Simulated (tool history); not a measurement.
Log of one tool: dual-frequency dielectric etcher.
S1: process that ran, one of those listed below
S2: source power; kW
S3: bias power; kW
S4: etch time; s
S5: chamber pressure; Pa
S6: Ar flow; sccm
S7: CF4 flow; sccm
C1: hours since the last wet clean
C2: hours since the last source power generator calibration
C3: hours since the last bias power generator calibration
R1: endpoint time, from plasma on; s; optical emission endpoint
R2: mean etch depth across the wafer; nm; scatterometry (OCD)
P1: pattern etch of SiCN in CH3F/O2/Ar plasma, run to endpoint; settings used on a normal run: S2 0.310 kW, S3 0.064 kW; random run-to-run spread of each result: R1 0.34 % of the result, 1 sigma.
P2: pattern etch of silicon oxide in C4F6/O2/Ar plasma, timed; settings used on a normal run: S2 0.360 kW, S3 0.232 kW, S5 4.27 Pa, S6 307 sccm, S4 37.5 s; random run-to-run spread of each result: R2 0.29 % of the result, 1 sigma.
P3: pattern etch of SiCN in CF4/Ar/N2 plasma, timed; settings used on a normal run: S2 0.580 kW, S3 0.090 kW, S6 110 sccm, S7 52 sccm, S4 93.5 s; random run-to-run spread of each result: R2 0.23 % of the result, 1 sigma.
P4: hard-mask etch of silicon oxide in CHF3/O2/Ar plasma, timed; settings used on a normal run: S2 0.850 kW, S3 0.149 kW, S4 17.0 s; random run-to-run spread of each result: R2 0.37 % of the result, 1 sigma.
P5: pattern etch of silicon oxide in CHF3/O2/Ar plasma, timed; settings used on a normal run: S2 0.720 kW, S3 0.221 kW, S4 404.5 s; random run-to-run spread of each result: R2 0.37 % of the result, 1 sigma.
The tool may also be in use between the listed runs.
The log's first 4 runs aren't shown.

run   hour  S1     S2     S3     S4    S5   S6  S7     C1      C2      C3      R1        R2
  5   36.8  P5  0.720  0.313  404.5                 133.8  1296.4   902.6          1056.100
  6   45.0  P1  0.390  0.064                        142.0  1304.6   910.8  22.283
  7   50.8  P3  0.580  0.090   93.5        157  52  147.8  1310.4   916.6            98.123
  8   56.3  P4  0.850  0.114   17.0                 153.3  1315.9   922.1            33.612
  9   64.2  P1  0.310  0.083                        161.2  1323.8   930.0  22.291
 10   68.9  P1  0.310  0.064                        165.9  1328.5   934.7  24.344
 11   74.3  P4  0.850  0.149   17.0                 171.3  1333.9   940.1            36.713
 12   81.9  P3  0.580  0.090   93.5        110  70  178.9  1341.5   947.7           108.270
 13   87.4  P2  0.360  0.232   37.5  5.53  307      184.4  1347.0   953.2           121.420
 14   92.3  P4  0.850  0.149   17.0                 189.3  1351.9   958.1            36.450
 15  100.0  P1  0.310  0.064                        197.0  1359.6   965.8  24.327
 16  106.2  P1  0.310  0.064                        203.2  1365.8   972.0  24.234
 17  112.7  P2  0.360  0.232   37.5  4.27  216      209.7  1372.3   978.5           130.600
 18  117.1  P1  0.310  0.064                        214.1  1376.7   982.9  24.320
 19  122.2  P1  0.310  0.064                        219.2  1381.8   988.0  24.349
 20  130.3  P1  0.310  0.064                        227.3  1389.9   996.1  24.407
 21  138.7  P1  0.310  0.048                        235.7  1398.3  1004.5  26.862
 22  144.0  P3  0.580  0.090   72.5        110  52  241.0  1403.6  1009.8            80.192
 23  148.5  P3  0.580  0.090   93.5        110  52  245.5  1408.1  1014.3           103.860
 24  152.7  P5  0.720  0.221  404.5                 249.7  1412.3  1018.5           923.500
 25  156.9  P2  0.360  0.146   37.5  4.27  307      253.9  1416.5  1022.7           108.470
 26  164.8  P1  0.210  0.080                        261.8  1424.4  1030.6  25.901
 27  170.1  P5  0.720  0.221  222.5                 267.1  1429.7  1035.9           509.960
 28  176.0  P3  0.580  0.090   93.5        110  52  273.0  1435.6  1041.8           103.330
 29  182.1  P2  0.360  0.232   37.5  4.27  307      279.1  1441.7  1047.9           126.200

Estimate the outcome of run 30 from the log above:
 30  188.6  P3  0.580  0.118  93.5      110  52  285.6  1448.2  1054.4       ?

Logged for run 30: R2 114.580 nm.

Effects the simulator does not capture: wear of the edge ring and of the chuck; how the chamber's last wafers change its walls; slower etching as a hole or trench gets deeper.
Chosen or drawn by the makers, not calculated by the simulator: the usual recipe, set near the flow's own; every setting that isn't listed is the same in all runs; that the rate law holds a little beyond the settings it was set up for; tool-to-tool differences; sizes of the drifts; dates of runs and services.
